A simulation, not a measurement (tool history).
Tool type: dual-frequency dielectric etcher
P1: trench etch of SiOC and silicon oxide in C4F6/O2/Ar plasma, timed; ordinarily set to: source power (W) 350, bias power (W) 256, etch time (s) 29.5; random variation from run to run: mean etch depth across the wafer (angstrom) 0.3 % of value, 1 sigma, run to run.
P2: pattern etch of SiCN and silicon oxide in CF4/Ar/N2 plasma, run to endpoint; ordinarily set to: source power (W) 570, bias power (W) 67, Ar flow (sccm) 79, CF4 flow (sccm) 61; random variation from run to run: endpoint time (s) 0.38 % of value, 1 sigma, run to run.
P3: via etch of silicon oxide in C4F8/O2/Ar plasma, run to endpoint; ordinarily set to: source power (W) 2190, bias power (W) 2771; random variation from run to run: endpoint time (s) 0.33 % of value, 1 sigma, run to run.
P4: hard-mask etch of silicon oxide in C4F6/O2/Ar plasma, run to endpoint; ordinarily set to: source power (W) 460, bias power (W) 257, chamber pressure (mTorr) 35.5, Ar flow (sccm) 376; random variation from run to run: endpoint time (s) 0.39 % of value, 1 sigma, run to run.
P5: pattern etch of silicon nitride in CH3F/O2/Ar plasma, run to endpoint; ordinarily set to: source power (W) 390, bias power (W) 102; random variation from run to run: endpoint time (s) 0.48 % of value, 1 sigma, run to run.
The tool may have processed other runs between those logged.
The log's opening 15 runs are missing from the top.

run   hour  process that ran  source power (W)  bias power (W)  etch time (s)  chamber pressure (mTorr)  Ar flow (sccm)  CF4 flow (sccm)  hours since the last wet clean  hours since the last source power generator calibration  hours since the last bias power generator calibration  mean etch depth across the wafer (angstrom)  endpoint time (s)
 16  216.1                P4               460             204                                     35.5             376                                            510.9                                                   2157.6                                                 1891.2                                                          75.665
 17  228.5                P4               260             257                                     35.5             376                                            523.3                                                   2170.0                                                 1903.6                                                          86.934
 18  246.3                P1               350             160           29.5                                                                                      541.1                                                   2187.8                                                 1921.4                                       538.56
 19  262.9                P1               350             256           29.5                                                                                      557.7                                                   2204.4                                                 1938.0                                       628.06
 20  280.1                P2               570              67                                                       79               61                           574.9                                                   2221.6                                                 1955.2                                                          15.511
 21  295.0                P5               390             143                                                                                                     589.8                                                   2236.5                                                 1970.1                                                          36.144
 22  309.6                P2               570              91                                                       79               61                           604.4                                                   2251.1                                                 1984.7                                                          14.035
 23  320.2                P1               210             256           29.5                                                                                      615.0                                                   2261.7                                                 1995.3                                       517.63
 24  333.1                P1               350             256           43.5                                                                                      627.9                                                   2274.6                                                 2008.2                                       930.57
 25  347.7                P3              2190            2771                                                                                                     642.5                                                   2289.2                                                 2022.8                                                         354.090
 26  365.5                P2               570              67                                                       79               61                           660.3                                                   2307.0                                                 2040.6                                                          15.449

What does the tool deliver on the next run?
 27  377.5                P1               450             256           19.0                                                                                      672.3                                                   2319.0                                                 2052.6                                            ?

Run 27 measured mean etch depth across the wafer (angstrom) 445.19.
